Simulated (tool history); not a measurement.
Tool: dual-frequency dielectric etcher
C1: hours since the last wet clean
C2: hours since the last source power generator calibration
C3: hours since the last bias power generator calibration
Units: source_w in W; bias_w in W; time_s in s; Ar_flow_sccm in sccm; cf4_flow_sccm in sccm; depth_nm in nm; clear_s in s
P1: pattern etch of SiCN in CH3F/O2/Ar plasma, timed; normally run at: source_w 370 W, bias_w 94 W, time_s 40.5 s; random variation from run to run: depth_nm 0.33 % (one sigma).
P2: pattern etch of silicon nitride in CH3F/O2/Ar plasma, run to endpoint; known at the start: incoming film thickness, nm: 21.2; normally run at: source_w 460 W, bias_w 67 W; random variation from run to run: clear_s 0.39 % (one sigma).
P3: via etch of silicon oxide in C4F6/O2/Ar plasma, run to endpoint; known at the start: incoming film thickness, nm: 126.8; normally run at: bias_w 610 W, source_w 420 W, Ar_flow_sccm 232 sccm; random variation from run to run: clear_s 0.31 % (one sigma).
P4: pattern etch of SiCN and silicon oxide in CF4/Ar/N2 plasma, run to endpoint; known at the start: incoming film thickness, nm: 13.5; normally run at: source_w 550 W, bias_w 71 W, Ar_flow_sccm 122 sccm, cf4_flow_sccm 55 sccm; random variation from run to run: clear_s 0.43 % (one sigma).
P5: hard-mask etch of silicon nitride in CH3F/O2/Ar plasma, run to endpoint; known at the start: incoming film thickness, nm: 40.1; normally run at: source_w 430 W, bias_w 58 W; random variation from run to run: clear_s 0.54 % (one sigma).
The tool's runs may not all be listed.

{"run": 1, "hour": 16.9, "process": "P1", "source_w": 370, "bias_w": 94, "time_s": 40.5, "C1": 266.9, "C2": 1879.9, "C3": 2650.4, "depth_nm": 16.213}
{"run": 2, "hour": 33.7, "process": "P4", "source_w": 550, "bias_w": 71, "Ar_flow_sccm": 153, "cf4_flow_sccm": 55, "C1": 283.7, "C2": 1896.7, "C3": 2667.2, "clear_s": 14.942}
{"run": 3, "hour": 49.5, "process": "P1", "source_w": 370, "bias_w": 94, "time_s": 40.5, "C1": 299.5, "C2": 1912.5, "C3": 2683.0, "depth_nm": 16.242}
{"run": 4, "hour": 62.7, "process": "P3", "source_w": 260, "bias_w": 610, "Ar_flow_sccm": 232, "C1": 312.7, "C2": 1925.7, "C3": 2696.2, "clear_s": 29.707}
{"run": 5, "hour": 73.3, "process": "P1", "source_w": 370, "bias_w": 94, "time_s": 57.5, "C1": 323.3, "C2": 1936.3, "C3": 2706.8, "depth_nm": 23.084}
{"run": 6, "hour": 83.1, "process": "P2", "source_w": 460, "bias_w": 83, "C1": 333.1, "C2": 1946.1, "C3": 2716.6, "clear_s": 28.607}
{"run": 7, "hour": 95.7, "process": "P1", "source_w": 370, "bias_w": 111, "time_s": 50.5, "C1": 345.7, "C2": 1958.7, "C3": 2729.2, "depth_nm": 21.702}
{"run": 8, "hour": 108.0, "process": "P5", "source_w": 560, "bias_w": 58, "C1": 358.0, "C2": 1971.0, "C3": 2741.5, "clear_s": 54.298}
{"run": 9, "hour": 124.1, "process": "P4", "source_w": 550, "bias_w": 71, "Ar_flow_sccm": 122, "cf4_flow_sccm": 55, "C1": 374.1, "C2": 1987.1, "C3": 2757.6, "clear_s": 14.39}
{"run": 10, "hour": 136.3, "process": "P1", "source_w": 370, "bias_w": 94, "time_s": 23.0, "C1": 386.3, "C2": 1999.3, "C3": 2769.8, "depth_nm": 9.2202}
{"run": 11, "hour": 145.0, "process": "P4", "source_w": 740, "bias_w": 71, "Ar_flow_sccm": 122, "cf4_flow_sccm": 55, "C1": 395.0, "C2": 2008.0, "C3": 2778.5, "clear_s": 10.97}
{"run": 12, "hour": 159.4, "process": "P3", "source_w": 420, "bias_w": 483, "Ar_flow_sccm": 232, "C1": 409.4, "C2": 2022.4, "C3": 2792.9, "clear_s": 27.19}
{"hour": 160.8, "done": "bias power generator calibrated"}
{"run": 13, "hour": 171.3, "process": "P5", "source_w": 430, "bias_w": 46, "C1": 421.3, "C2": 2034.3, "C3": 10.5, "clear_s": 65.147}
{"run": 14, "hour": 182.7, "process": "P1", "source_w": 370, "bias_w": 94, "time_s": 40.5, "C1": 432.7, "C2": 2045.7, "C3": 21.9, "depth_nm": 16.245}
{"run": 15, "hour": 193.7, "process": "P3", "source_w": 420, "bias_w": 610, "Ar_flow_sccm": 232, "C1": 443.7, "C2": 2056.7, "C3": 32.9, "clear_s": 24.919}
{"run": 16, "hour": 211.9, "process": "P4", "source_w": 550, "bias_w": 71, "Ar_flow_sccm": 122, "cf4_flow_sccm": 66, "C1": 461.9, "C2": 2074.9, "C3": 51.1, "clear_s": 13.99}
{"run": 17, "hour": 220.2, "process": "P2", "source_w": 460, "bias_w": 67, "C1": 470.2, "C2": 2083.2, "C3": 59.4, "clear_s": 30.873}
{"run": 18, "hour": 229.6, "process": "P3", "source_w": 420, "bias_w": 610, "Ar_flow_sccm": 232, "C1": 479.6, "C2": 2092.6, "C3": 68.8, "clear_s": 24.726}
{"hour": 246.6, "done": "wet clean of the chamber"}
{"run": 19, "hour": 247.2, "process": "P4", "source_w": 550, "bias_w": 71, "Ar_flow_sccm": 122, "cf4_flow_sccm": 55, "C1": 0.7, "C2": 2110.2, "C3": 86.4, "clear_s": 14.205}
{"run": 20, "hour": 261.4, "process": "P4", "source_w": 550, "bias_w": 92, "Ar_flow_sccm": 122, "cf4_flow_sccm": 55, "C1": 14.9, "C2": 2124.4, "C3": 100.6, "clear_s": 13.073}
{"run": 21, "hour": 272.4, "process": "P5", "source_w": 430, "bias_w": 58, "C1": 25.9, "C2": 2135.4, "C3": 111.6, "clear_s": 59.911}
{"run": 22, "hour": 284.1, "process": "P1", "source_w": 370, "bias_w": 94, "time_s": 40.5, "C1": 37.6, "C2": 2147.1, "C3": 123.3, "depth_nm": 16.305}
{"run": 23, "hour": 301.5, "process": "P1", "source_w": 440, "bias_w": 94, "time_s": 40.5, "C1": 55.0, "C2": 2164.5, "C3": 140.7, "depth_nm": 17.27}
{"run": 24, "hour": 319.7, "process": "P2", "source_w": 280, "bias_w": 67, "C1": 73.2, "C2": 2182.7, "C3": 158.9, "clear_s": 37.041}
{"run": 25, "hour": 336.1, "process": "P1", "source_w": 370, "bias_w": 122, "time_s": 40.5, "C1": 89.6, "C2": 2199.1, "C3": 175.3, "depth_nm": 17.972}
{"run": 26, "hour": 352.2, "process": "P1", "source_w": 230, "bias_w": 94, "time_s": 40.5, "C1": 105.7, "C2": 2215.2, "C3": 191.4, "depth_nm": 13.703}
{"run": 27, "hour": 366.0, "process": "P3", "source_w": 420, "bias_w": 610, "Ar_flow_sccm": 161, "C1": 119.5, "C2": 2229.0, "C3": 205.2, "clear_s": 23.904}
{"run": 28, "hour": 374.6, "process": "P1", "source_w": 370, "bias_w": 62, "time_s": 40.5, "C1": 128.1, "C2": 2237.6, "C3": 213.8, "depth_nm": 13.955}
{"run": 29, "hour": 388.9, "process": "P1", "source_w": 370, "bias_w": 94, "time_s": 40.5, "C1": 142.4, "C2": 2251.9, "C3": 228.1, "depth_nm": 16.282}
{"run": 30, "hour": 400.7, "process": "P1", "source_w": 370, "bias_w": 94, "time_s": 40.5, "C1": 154.2, "C2": 2263.7, "C3": 239.9, "depth_nm": 16.377}
{"run": 31, "hour": 418.4, "process": "P1", "source_w": 370, "bias_w": 94, "time_s": 40.5, "C1": 171.9, "C2": 2281.4, "C3": 257.6, "depth_nm": 16.504}
{"run": 32, "hour": 436.3, "process": "P1", "source_w": 370, "bias_w": 94, "time_s": 40.5, "C1": 189.8, "C2": 2299.3, "C3": 275.5, "depth_nm": 16.465}
{"run": 33, "hour": 447.2, "process": "P1", "source_w": 370, "bias_w": 94, "time_s": 40.5, "C1": 200.7, "C2": 2310.2, "C3": 286.4, "depth_nm": 16.553}
{"hour": 450.7, "done": "wet clean of the chamber"}
{"run": 34, "hour": 466.0, "process": "P1", "source_w": 370, "bias_w": 94, "time_s": 40.5, "C1": 15.3, "C2": 2329.0, "C3": 305.2, "depth_nm": 16.503}
{"run": 35, "hour": 480.3, "process": "P1", "source_w": 370, "bias_w": 94, "time_s": 40.5, "C1": 29.6, "C2": 2343.3, "C3": 319.5, "depth_nm": 16.462}
{"run": 36, "hour": 489.7, "process": "P1", "source_w": 370, "bias_w": 94, "time_s": 40.5, "C1": 39.0, "C2": 2352.7, "C3": 328.9, "depth_nm": 16.608}

What P1 gives has crept away from where it was. These 2 causes fit the log equally well, each at the size given:
A: source power that arrives over what is set, % = 4.53
B: bias power that arrives over what is set, % = 4.45
The creep began at about hour 388.9.
Why every other cause is out:
chamber walls in a state that raises the etch rate, %: serviced at hour 450.7, which brought nothing back

4 check runs are offered, each on 2 wafers whose results are averaged, their results left as question marks. Which one tells the causes apart?
{"run": "check 1", "hour": 499.1, "process": "P3", "source_w": 420, "bias_w": 610, "Ar_flow_sccm": 232, "clear_s": "?"}
{"run": "check 2", "hour": 499.1, "process": "P2", "source_w": 460, "bias_w": 67, "clear_s": "?"}
{"run": "check 3", "hour": 499.1, "process": "P5", "source_w": 430, "bias_w": 58, "clear_s": "?"}
{"run": "check 4", "hour": 499.1, "process": "P4", "source_w": 550, "bias_w": 71, "Ar_flow_sccm": 122, "cf4_flow_sccm": 55, "clear_s": "?"}

What each check would give under each cause:
check=check_1 result=clear_s if_A=24.468 if_B=24.456
check=check_2 result=clear_s if_A=30.352 if_B=30.425
check=check_3 result=clear_s if_A=59.405 if_B=59.581
check=check_4 result=clear_s if_A=13.798 if_B=14.123
How far apart the two closest causes lie, in the result that separates them most: check 1 0.05 %; check 2 0.24 %; check 3 0.29 %; check 4 2.33 %
Only check 4 tells the causes apart: in the others they would give nearly the same result.

Check 4 was then run and gave: clear_s 14.073 s. Which cause is it?

It is B: bias power that arrives over what is set, %.

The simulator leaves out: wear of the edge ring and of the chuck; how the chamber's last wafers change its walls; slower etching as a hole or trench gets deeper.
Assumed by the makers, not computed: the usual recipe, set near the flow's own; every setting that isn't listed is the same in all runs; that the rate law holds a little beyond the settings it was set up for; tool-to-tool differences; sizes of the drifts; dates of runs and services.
